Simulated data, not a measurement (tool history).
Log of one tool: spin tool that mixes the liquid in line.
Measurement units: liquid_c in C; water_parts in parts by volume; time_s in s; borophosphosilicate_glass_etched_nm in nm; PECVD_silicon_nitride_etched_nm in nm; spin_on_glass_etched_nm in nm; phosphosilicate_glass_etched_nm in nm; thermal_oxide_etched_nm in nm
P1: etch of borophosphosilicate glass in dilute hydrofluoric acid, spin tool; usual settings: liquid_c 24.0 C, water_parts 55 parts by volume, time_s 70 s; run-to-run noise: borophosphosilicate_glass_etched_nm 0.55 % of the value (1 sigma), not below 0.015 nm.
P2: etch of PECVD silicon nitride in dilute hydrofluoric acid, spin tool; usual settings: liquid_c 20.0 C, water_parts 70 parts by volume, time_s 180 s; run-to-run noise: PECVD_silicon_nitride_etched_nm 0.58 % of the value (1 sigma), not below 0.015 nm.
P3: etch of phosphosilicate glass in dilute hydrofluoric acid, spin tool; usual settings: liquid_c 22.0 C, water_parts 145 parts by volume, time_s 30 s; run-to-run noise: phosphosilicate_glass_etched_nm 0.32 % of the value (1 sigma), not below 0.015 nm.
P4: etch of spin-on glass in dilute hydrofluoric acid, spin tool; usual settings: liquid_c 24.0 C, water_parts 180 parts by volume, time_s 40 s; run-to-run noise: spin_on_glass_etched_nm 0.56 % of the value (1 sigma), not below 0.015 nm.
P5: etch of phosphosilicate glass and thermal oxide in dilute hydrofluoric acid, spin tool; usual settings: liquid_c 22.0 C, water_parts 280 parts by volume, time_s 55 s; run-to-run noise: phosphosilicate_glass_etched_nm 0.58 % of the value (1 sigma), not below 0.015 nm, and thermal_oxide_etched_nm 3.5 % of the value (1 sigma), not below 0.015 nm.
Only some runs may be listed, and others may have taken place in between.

run	hour	process	liquid_c	water_parts	time_s	borophosphosilicate_glass_etched_nm	PECVD_silicon_nitride_etched_nm	spin_on_glass_etched_nm	phosphosilicate_glass_etched_nm	thermal_oxide_etched_nm
1	8.2	P1	24.0	55	70	48.364				
2	25.5	P2	20.0	35	180		11.2110			
3	36.1	P1	24.0	55	70	48.356				
4	49.5	P1	17.0	55	70	35.902				
5	62.1	P4	24.0	180	70			17.6610		
6	72.7	P5	22.0	280	55				13.0550	0.72005
7	90.6	P2	17.0	70	180		4.6533			
8	103.0	P3	22.0	145	30				13.5170	
9	120.5	P1	24.0	55	70	48.564				
10	129.4	P3	22.0	145	30				13.5150	
11	143.7	P1	24.0	55	15	10.335				
12	160.8	P5	22.0	280	55				13.1770	0.77192
13	170.3	P2	20.0	70	350		11.0480			
14	183.7	P1	17.0	20	70	103.900				
15	192.1	P1	24.0	85	70	30.132				
16	204.3	P1	24.0	55	70	48.492				
17	215.3	P5	18.5	280	55				11.4830	0.64687
18	231.2	P4	24.0	30	40			73.4340		
19	239.4	P1	29.0	55	15	12.672				
20	252.8	P3	22.0	145	15				6.7356	
21	265.3	P1	28.0	55	70	57.151				
# hour 271.0: thermometer replaced
22	279.9	P1	24.0	55	70	48.728				
# hour 290.0: hydrofluoric acid flow meter replaced
23	292.2	P2	20.0	70	180		5.6753			
24	304.6	P5	22.0	60	55				78.0120	4.03890
25	314.8	P1	31.0	90	70	36.698				
26	332.4	P1	24.0	55	120	82.376				
27	349.4	P3	22.0	65	30				33.1370	
28	358.5	P5	22.0	280	30				7.1859	0.38367
29	369.0	P4	18.0	180	40			8.0769		
30	383.3	P1	24.0	20	70	140.560				
31	396.8	P2	20.0	70	180		5.6926			
32	409.0	P4	24.0	180	40			10.2010		
33	419.1	P3	17.0	145	30				10.9710	
34	434.0	P1	24.0	55	70	48.536				
35	449.5	P1	24.0	55	70	48.569				
36	460.9	P1	24.0	55	70	50.147				
37	475.9	P1	24.0	55	70	51.048				
38	484.1	P1	24.0	55	70	51.749				
39	498.9	P1	24.0	55	70	51.512				
40	508.2	P1	24.0	55	70	51.957				
41	519.5	P1	24.0	55	70	52.461				
42	534.9	P1	24.0	55	70	52.227				
43	553.3	P1	24.0	55	70	52.243				

The log shows P1 creeping away from where it was. Any of the 2 causes listed here, at the size stated for it, fits the log just as well as the others:
A: hydrofluoric acid flow above the setpoint (%) = 7.77
B: liquid hotter than its thermometer reads (K) = 1.97
The onset of the drift is placed at about hour 449.5.

Which of the 4 check runs listed below separates the causes, so that each cause would produce a clearly different result? Each run uses one wafer, and its results are marked with question marks.
check 1	571.7	P5	22.0	165	55				?	?
check 2	571.7	P3	17.0	145	30				?	
check 3	571.7	P2	17.0	50	180		?			
check 4	571.7	P4	19.5	60	40			?		

How each check would come out, cause by cause:
check	result	if A	if B
check 1	phosphosilicate_glass_etched_nm	27.2900	26.9550
check 1	thermal_oxide_etched_nm	1.51660	1.49800
check 2	phosphosilicate_glass_etched_nm	11.9860	11.9280
check 3	PECVD_silicon_nitride_etched_nm	6.8688	7.3421
check 4	spin_on_glass_etched_nm	31.5910	31.6780
Per check, the gap between the least separated pair of causes, taken in the result that splits them most: check 1 1.24 %; check 2 0.49 %; check 3 6.66 %; check 4 0.28 %
Check 3 tells the causes apart: in the others they would give nearly the same result.

The results of check 3 are: PECVD_silicon_nitride_etched_nm 7.2676 nm. Based on these, which of the listed causes is it?

The cause is B: liquid hotter than its thermometer reads (K).

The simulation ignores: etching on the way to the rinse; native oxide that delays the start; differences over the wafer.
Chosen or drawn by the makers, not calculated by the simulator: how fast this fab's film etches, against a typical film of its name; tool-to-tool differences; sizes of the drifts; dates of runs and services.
